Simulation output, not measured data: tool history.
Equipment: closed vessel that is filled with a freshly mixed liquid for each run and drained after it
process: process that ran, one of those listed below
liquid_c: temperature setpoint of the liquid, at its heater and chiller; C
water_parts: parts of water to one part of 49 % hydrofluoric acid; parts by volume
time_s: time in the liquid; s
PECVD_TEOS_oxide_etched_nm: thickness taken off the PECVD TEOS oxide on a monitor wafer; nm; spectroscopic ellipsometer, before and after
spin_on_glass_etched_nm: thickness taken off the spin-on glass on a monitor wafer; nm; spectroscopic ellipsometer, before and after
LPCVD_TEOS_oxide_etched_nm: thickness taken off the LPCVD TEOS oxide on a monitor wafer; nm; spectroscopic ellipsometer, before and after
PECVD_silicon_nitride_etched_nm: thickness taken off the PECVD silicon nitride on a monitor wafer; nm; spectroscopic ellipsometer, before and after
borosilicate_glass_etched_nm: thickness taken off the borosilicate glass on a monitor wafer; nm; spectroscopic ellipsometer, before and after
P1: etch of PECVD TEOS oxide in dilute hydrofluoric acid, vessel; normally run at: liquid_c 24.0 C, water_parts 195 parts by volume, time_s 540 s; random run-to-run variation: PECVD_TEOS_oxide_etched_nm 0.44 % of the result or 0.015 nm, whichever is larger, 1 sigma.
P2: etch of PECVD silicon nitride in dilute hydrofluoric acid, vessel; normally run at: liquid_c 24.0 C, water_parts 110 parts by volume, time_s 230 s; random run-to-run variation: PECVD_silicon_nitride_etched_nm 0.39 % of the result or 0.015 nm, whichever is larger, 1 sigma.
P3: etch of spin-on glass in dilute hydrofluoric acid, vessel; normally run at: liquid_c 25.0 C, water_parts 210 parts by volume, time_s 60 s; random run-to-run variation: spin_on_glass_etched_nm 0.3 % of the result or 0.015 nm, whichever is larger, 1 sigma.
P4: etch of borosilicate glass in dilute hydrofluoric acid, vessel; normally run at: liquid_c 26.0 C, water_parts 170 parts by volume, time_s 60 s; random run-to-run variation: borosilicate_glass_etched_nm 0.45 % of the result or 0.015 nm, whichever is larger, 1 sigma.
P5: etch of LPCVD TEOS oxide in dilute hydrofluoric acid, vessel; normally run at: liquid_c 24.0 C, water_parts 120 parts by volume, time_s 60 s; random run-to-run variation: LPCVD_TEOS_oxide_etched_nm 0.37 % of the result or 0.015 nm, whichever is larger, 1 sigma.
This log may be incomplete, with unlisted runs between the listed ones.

run	hour	process	liquid_c	water_parts	time_s	hours since the thermometer was replaced	hours since the hydrofluoric acid flow meter was replaced	PECVD_TEOS_oxide_etched_nm	spin_on_glass_etched_nm	LPCVD_TEOS_oxide_etched_nm	PECVD_silicon_nitride_etched_nm	borosilicate_glass_etched_nm
1	6.3	P1	24.0	195	540	191.3	75.0	51.673				
2	13.2	P3	25.0	115	60	198.2	81.9		19.8340			
3	19.6	P5	24.0	120	60	204.6	88.3			27.501		
4	25.3	P1	24.0	300	210	210.3	94.0	11.634				
5	32.0	P3	25.0	210	60	217.0	100.7		9.7833			
6	39.5	P1	24.0	195	540	224.5	108.2	51.591				
7	47.8	P2	24.0	110	445	232.8	116.5				22.252	
8	54.7	P4	30.0	170	60	239.7	123.4					11.121
9	63.5	P1	17.0	195	220	248.5	132.2	16.100				
10	68.3	P1	24.0	195	540	253.3	137.0	51.837				
11	75.7	P5	24.0	30	60	260.7	144.4			121.400		
12	80.0	P4	26.0	170	110	265.0	148.7					17.603
13	84.9	P1	24.0	195	540	269.9	153.6	51.541				
14	89.0	P5	28.0	120	60	274.0	157.7			32.004		
15	95.3	P5	24.0	120	105	280.3	164.0			47.633		
16	101.8	P1	29.0	195	540	286.8	170.5	61.792				
17	110.5	P1	32.0	195	100	295.5	179.2	12.749				
18	116.9	P1	17.0	195	540	301.9	185.6	39.146				
19	123.5	P1	24.0	195	935	308.5	192.2	89.236				
20	131.9	P2	29.5	110	230	316.9	200.6				16.400	
21	136.7	P4	26.0	170	60	321.7	205.4					9.598

Forecast run 22:
22	145.3	P3	25.0	210	60	330.3	214.0		?			

spin_on_glass_etched_nm: 9.7564 nm
